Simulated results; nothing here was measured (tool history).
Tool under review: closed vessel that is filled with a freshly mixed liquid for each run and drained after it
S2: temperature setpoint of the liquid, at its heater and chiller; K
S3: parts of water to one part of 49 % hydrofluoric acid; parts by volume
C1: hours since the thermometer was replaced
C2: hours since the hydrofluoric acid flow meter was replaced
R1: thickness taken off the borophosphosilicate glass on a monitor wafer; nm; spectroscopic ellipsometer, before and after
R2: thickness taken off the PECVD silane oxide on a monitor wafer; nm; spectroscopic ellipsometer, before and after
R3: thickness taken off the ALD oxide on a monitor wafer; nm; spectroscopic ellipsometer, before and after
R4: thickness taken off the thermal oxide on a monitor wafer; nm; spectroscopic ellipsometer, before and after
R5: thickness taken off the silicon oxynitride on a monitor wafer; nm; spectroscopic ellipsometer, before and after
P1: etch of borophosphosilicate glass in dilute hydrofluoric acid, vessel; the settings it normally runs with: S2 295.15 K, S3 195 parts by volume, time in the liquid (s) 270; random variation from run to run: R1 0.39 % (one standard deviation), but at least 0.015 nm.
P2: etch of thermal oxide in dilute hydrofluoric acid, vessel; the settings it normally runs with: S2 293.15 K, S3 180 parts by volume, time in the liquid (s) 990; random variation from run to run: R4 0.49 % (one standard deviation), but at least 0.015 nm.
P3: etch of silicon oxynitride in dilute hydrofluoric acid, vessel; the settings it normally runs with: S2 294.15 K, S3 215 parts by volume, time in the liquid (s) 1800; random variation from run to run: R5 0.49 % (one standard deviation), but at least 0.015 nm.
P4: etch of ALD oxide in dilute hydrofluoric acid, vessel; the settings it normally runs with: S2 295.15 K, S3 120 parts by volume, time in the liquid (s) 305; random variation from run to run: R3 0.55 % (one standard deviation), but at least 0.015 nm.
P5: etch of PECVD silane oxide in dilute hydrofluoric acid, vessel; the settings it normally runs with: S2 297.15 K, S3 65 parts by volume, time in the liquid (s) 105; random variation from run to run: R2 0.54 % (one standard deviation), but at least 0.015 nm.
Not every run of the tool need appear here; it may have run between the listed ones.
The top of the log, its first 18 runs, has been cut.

run 19 hour=138.8 | process_that_ran=P1 S2=290.15 S3=195 time_in_the_liquid_(s)=270 | C1=1039.5 C2=295.3 | R1=48.323
run 20 hour=146 | process_that_ran=P5 S2=297.15 S3=65 time_in_the_liquid_(s)=30 | C1=1046.7 C2=302.5 | R2=12.607
-- hour=149.4 hydrofluoric acid flow meter replaced
run 21 hour=151.7 | process_that_ran=P4 S2=295.15 S3=120 time_in_the_liquid_(s)=50 | C1=1052.4 C2=2.3 | R3=6.8765
run 22 hour=159.3 | process_that_ran=P1 S2=299.65 S3=195 time_in_the_liquid_(s)=270 | C1=1060 C2=9.9 | R1=68.89
run 23 hour=169.3 | process_that_ran=P2 S2=293.15 S3=180 time_in_the_liquid_(s)=990 | C1=1070 C2=19.9 | R4=19.328
run 24 hour=176.7 | process_that_ran=P3 S2=294.15 S3=215 time_in_the_liquid_(s)=915 | C1=1077.4 C2=27.3 | R5=7.2336
run 25 hour=182.6 | process_that_ran=P1 S2=301.15 S3=325 time_in_the_liquid_(s)=270 | C1=1083.3 C2=33.2 | R1=37.771
run 26 hour=188.3 | process_that_ran=P2 S2=293.15 S3=90 time_in_the_liquid_(s)=990 | C1=1089 C2=38.9 | R4=42.602
run 27 hour=197.5 | process_that_ran=P5 S2=297.15 S3=65 time_in_the_liquid_(s)=105 | C1=1098.2 C2=48.1 | R2=44.158
run 28 hour=204.2 | process_that_ran=P4 S2=295.15 S3=120 time_in_the_liquid_(s)=305 | C1=1104.9 C2=54.8 | R3=41.749
run 29 hour=212.8 | process_that_ran=P1 S2=295.15 S3=195 time_in_the_liquid_(s)=115 | C1=1113.5 C2=63.4 | R1=24.821
run 30 hour=217.1 | process_that_ran=P1 S2=295.15 S3=90 time_in_the_liquid_(s)=270 | C1=1117.8 C2=67.7 | R1=143.25
run 31 hour=225.5 | process_that_ran=P1 S2=295.15 S3=195 time_in_the_liquid_(s)=270 | C1=1126.2 C2=76.1 | R1=58.603
run 32 hour=234.9 | process_that_ran=P1 S2=295.15 S3=195 time_in_the_liquid_(s)=270 | C1=1135.6 C2=85.5 | R1=58.742
run 33 hour=243.8 | process_that_ran=P1 S2=295.15 S3=195 time_in_the_liquid_(s)=270 | C1=1144.5 C2=94.4 | R1=56.654
run 34 hour=252 | process_that_ran=P1 S2=295.15 S3=195 time_in_the_liquid_(s)=270 | C1=1152.7 C2=102.6 | R1=55.52
run 35 hour=259.4 | process_that_ran=P1 S2=295.15 S3=195 time_in_the_liquid_(s)=270 | C1=1160.1 C2=110 | R1=54.925
run 36 hour=264.9 | process_that_ran=P1 S2=295.15 S3=195 time_in_the_liquid_(s)=270 | C1=1165.6 C2=115.5 | R1=55.142
run 37 hour=273.9 | process_that_ran=P1 S2=295.15 S3=195 time_in_the_liquid_(s)=270 | C1=1174.6 C2=124.5 | R1=54.717

For run 38, what comes out?
run 38 hour=280.4 | process_that_ran=P1 S2=295.15 S3=195 time_in_the_liquid_(s)=270 | C1=1181.1 C2=131 | R1=?

For run 38 the tool returned R1 55.051 nm.
